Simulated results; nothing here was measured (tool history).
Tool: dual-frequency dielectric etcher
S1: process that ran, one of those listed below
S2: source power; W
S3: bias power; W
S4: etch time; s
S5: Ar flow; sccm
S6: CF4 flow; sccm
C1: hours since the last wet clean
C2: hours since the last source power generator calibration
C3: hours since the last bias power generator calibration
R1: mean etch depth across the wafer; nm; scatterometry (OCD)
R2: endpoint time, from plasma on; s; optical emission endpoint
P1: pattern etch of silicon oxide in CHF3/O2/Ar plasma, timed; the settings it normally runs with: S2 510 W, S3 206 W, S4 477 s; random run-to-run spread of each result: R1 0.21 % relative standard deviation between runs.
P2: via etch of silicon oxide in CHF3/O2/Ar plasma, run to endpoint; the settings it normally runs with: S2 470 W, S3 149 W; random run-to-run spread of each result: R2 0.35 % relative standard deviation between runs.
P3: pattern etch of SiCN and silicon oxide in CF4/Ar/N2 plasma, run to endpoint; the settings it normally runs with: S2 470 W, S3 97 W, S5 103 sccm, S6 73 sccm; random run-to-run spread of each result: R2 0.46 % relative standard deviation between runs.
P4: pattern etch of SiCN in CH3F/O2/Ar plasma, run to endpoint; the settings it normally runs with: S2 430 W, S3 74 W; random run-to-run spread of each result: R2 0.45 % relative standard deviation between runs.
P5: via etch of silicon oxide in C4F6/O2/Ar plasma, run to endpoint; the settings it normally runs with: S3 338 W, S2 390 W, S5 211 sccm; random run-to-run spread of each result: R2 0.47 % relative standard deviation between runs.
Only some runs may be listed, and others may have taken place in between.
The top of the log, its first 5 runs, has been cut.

run	day	S1	S2	S3	S4	S5	S6	C1	C2	C3	R1	R2
# day 1.471: bias power generator calibrated
6	1.654	P5	390	338		211		215.7	1845.9	4.4		29.707
7	1.85	P5	390	338		211		220.4	1850.6	9.1		29.425
8	2.175	P1	410	206	477			228.2	1858.4	16.9	850.65	
9	2.429	P5	270	338		211		234.3	1864.5	23		33.952
10	2.704	P1	510	206	709			240.9	1871.1	29.6	1374.3	
11	3.004	P1	510	206	477			248.1	1878.3	36.8	920.01	
12	3.246	P1	510	206	477			253.9	1884.1	42.6	924.43	
13	3.496	P2	310	149				259.9	1890.1	48.6		286.16
14	3.817	P1	510	137	477			267.6	1897.8	56.3	805	
15	4.054	P2	470	149				273.3	1903.5	62		244.77
16	4.4	P1	650	206	477			281.6	1911.8	70.3	1013.3	
17	4.621	P1	510	206	477			286.9	1917.1	75.6	921.54	
18	4.838	P4	430	74				292.1	1922.3	80.8		24.906
19	5.092	P3	470	97		103	73	298.2	1928.4	86.9		8.8821
20	5.438	P5	390	338		150		306.5	1936.7	95.2		28.486
21	5.738	P1	510	206	477			313.7	1943.9	102.4	919.18	

Estimate the outcome of run 22 from the log above:
22	5.954	P4	600	74				318.9	1949.1	107.6		?

{"run 22": {"R2": 22.077}}

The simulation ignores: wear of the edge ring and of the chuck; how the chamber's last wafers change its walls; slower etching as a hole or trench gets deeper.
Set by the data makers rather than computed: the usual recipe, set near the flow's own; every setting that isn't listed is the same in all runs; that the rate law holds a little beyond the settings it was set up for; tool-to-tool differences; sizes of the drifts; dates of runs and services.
